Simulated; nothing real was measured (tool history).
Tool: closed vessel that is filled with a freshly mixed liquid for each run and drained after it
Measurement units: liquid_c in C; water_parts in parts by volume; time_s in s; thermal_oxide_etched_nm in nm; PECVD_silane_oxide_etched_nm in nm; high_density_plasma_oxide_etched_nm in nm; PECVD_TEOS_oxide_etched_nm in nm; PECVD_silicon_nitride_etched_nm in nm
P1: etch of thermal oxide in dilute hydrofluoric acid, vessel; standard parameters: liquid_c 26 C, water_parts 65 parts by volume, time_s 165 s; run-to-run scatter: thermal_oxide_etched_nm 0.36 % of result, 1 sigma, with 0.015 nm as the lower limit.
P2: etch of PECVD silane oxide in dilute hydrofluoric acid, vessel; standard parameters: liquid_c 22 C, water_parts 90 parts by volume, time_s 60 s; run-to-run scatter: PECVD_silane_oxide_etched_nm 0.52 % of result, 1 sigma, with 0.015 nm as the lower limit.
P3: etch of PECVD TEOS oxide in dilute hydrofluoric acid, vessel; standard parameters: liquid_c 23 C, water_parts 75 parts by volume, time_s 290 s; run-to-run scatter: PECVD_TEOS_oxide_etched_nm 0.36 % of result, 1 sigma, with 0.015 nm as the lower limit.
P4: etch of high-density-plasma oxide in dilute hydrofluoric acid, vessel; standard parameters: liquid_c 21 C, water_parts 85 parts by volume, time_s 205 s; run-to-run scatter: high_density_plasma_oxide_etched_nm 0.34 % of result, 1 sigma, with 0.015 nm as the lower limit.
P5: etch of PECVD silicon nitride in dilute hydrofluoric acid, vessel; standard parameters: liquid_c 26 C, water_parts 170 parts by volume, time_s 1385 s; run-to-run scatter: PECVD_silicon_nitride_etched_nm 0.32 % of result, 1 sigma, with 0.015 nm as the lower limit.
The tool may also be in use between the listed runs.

run   hour  process  liquid_c  water_parts  time_s  thermal_oxide_etched_nm  PECVD_silane_oxide_etched_nm  high_density_plasma_oxide_etched_nm  PECVD_TEOS_oxide_etched_nm  PECVD_silicon_nitride_etched_nm
  1    3.3       P1        26           65     165                   13.875
  2    9.6       P2        22           90     110                                                  25.55
  3   12.6       P1        26           65     165                   13.873
  4   17.3       P4        21           85     205                                                                                      16.771
  5   21.5       P2        17           90      60                                                 11.384
  6   25.6       P3        23           75     290                                                                                                                  55.034
  7   31.6       P4        17           85     205                                                                                      14.225
  8   35.1       P1        26           95     165                   9.1504
  9   39.6       P5        26          170    1385                                                                                                                                                   29.118
 10   44.6       P1        26           65     165                   13.918
 11   49.2       P5        34          170    1385                                                                                                                                                   47.343
 12   55.3       P3        17           75     290                                                                                                                  43.099
 13   60.4       P5        26          170     665                                                                                                                                                   14.018
 14   66.2       P1        26           65     165                   13.844
 15   72.8       P3        23           75      85                                                                                                                  16.192
 16   76.5       P4        21          125     205                                                                                      10.926
 17   82.2       P1        26           65     165                   13.938
 18   86.3       P2        22          135      60                                                 8.8631
 19   92.5       P2        22           90      60                                                 13.965
 20   95.9       P1        34           65     165                   18.884
 21  102.1       P1        26           20     165                   47.952
 22  106.2       P1        22           65     165                   11.729
 23  112.8       P4        21           85     205                                                                                      16.854
 24  119.6       P3        23          135     290                                                                                                                  28.463
 25  124.3       P1        26           65     245                   20.672
 26  130.8       P1      33.5          110     165                   10.204
 27    136       P1        26           65      55                   4.6176
 28  139.8       P4        21           85     315                                                                                       25.81
 29  144.9       P5        26          270    1385                                                                                                                                                     18.4
 30  149.9       P1        26           65     165                   13.865
 31  155.2       P1        26           65     165                   13.204
 32  159.9       P1        26           65     165                   13.012
 33  163.9       P1        26           65     165                   12.829
 34    170       P1        26           65     165                   12.728
 35  173.9       P1        26           65     165                   12.622
 36  179.2       P1        26           65     165                   12.735

P1 no longer gives what it gave before; its output has crept away from where it was. The following 2 causes, each at its listed size, fit the log equally well:
A: liquid colder than its thermometer reads (K) = 2.23
B: hydrofluoric acid flow below the setpoint (%) = 7.89
At approximately hour 149.9, the process output began to creep.

The check runs listed below each take one wafer, and their results are still question marks. Under which run would the listed causes lead to clearly different results?
check 1  184.5       P4        21           85     205                                                                                           ?
check 2  184.5       P2        22           90      60                                                      ?
check 3  184.5       P5        26          170    1385                                                                                                                                                        ?
check 4  184.5       P3        23           75     290                                                                                                                       ?

Predicted outcomes, by check and by cause:
  check                               result    if A    if B
check 1  high_density_plasma_oxide_etched_nm  15.335  15.365
check 2         PECVD_silane_oxide_etched_nm  12.707  12.709
check 3      PECVD_silicon_nitride_etched_nm   25.27  26.819
check 4           PECVD_TEOS_oxide_etched_nm  50.385  50.462
Smallest distance between any two causes, each pair judged by its most separating result, in per cent: check 1 0.19 %; check 2 0.02 %; check 3 5.95 %; check 4 0.15 %
Check 3 tells the causes apart: in the others they would give nearly the same result.

Check 3 was carried out, with these results: PECVD_silicon_nitride_etched_nm 26.81 nm. Which of the listed causes is responsible?

It was cause B: hydrofluoric acid flow below the setpoint (%).

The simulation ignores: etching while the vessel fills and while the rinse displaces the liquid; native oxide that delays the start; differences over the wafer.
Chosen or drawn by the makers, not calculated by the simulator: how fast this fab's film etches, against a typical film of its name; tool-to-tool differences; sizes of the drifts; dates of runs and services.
